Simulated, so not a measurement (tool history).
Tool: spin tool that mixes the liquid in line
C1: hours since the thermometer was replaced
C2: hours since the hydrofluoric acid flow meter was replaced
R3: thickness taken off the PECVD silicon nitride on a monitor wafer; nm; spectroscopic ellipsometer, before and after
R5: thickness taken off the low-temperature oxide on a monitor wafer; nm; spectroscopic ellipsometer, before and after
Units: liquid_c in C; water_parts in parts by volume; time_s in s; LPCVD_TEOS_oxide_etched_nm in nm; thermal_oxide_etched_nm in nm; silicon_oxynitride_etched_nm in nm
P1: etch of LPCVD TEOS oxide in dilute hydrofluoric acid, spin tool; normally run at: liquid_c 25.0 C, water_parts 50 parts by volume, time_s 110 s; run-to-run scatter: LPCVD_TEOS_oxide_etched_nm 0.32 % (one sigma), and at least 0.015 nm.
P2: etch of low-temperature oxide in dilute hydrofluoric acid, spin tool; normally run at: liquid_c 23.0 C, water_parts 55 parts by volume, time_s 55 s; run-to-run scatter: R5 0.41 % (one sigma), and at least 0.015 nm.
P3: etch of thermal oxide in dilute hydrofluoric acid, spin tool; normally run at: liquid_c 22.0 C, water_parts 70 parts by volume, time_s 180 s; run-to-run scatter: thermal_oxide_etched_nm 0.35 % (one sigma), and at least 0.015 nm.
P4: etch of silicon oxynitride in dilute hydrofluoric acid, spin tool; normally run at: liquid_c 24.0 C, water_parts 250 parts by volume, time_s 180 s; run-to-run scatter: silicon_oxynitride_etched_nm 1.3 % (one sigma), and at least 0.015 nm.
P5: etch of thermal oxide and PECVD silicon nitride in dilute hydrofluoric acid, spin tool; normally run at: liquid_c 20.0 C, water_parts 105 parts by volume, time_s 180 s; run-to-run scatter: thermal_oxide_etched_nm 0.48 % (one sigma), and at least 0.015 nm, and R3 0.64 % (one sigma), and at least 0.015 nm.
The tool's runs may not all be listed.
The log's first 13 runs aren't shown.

{"run": 14, "hour": 115.6, "process": "P4", "liquid_c": 24.0, "water_parts": 250, "time_s": 15, "C1": 794.0, "C2": 445.4, "silicon_oxynitride_etched_nm": 0.20402}
{"run": 15, "hour": 120.8, "process": "P3", "liquid_c": 17.0, "water_parts": 70, "time_s": 180, "C1": 799.2, "C2": 450.6, "thermal_oxide_etched_nm": 9.688}
{"run": 16, "hour": 126.8, "process": "P1", "liquid_c": 25.0, "water_parts": 90, "time_s": 110, "C1": 805.2, "C2": 456.6, "LPCVD_TEOS_oxide_etched_nm": 26.605}
{"run": 17, "hour": 135.8, "process": "P1", "liquid_c": 25.0, "water_parts": 50, "time_s": 110, "C1": 814.2, "C2": 465.6, "LPCVD_TEOS_oxide_etched_nm": 50.748}
{"run": 18, "hour": 141.3, "process": "P1", "liquid_c": 32.5, "water_parts": 50, "time_s": 110, "C1": 819.7, "C2": 471.1, "LPCVD_TEOS_oxide_etched_nm": 67.995}
{"run": 19, "hour": 146.9, "process": "P3", "liquid_c": 22.0, "water_parts": 70, "time_s": 180, "C1": 825.3, "C2": 476.7, "thermal_oxide_etched_nm": 11.918}
{"run": 20, "hour": 157.4, "process": "P4", "liquid_c": 24.0, "water_parts": 250, "time_s": 180, "C1": 835.8, "C2": 487.2, "silicon_oxynitride_etched_nm": 2.2265}
{"run": 21, "hour": 166.7, "process": "P2", "liquid_c": 23.0, "water_parts": 55, "time_s": 55, "C1": 845.1, "C2": 496.5, "R5": 14.089}
{"run": 22, "hour": 174.9, "process": "P2", "liquid_c": 23.0, "water_parts": 55, "time_s": 15, "C1": 853.3, "C2": 504.7, "R5": 3.8234}

The next listed run, before its measurement:
{"run": 23, "hour": 184.5, "process": "P1", "liquid_c": 25.0, "water_parts": 50, "time_s": 190, "C1": 862.9, "C2": 514.3, "LPCVD_TEOS_oxide_etched_nm": "?"}

LPCVD_TEOS_oxide_etched_nm: 86.905 nm
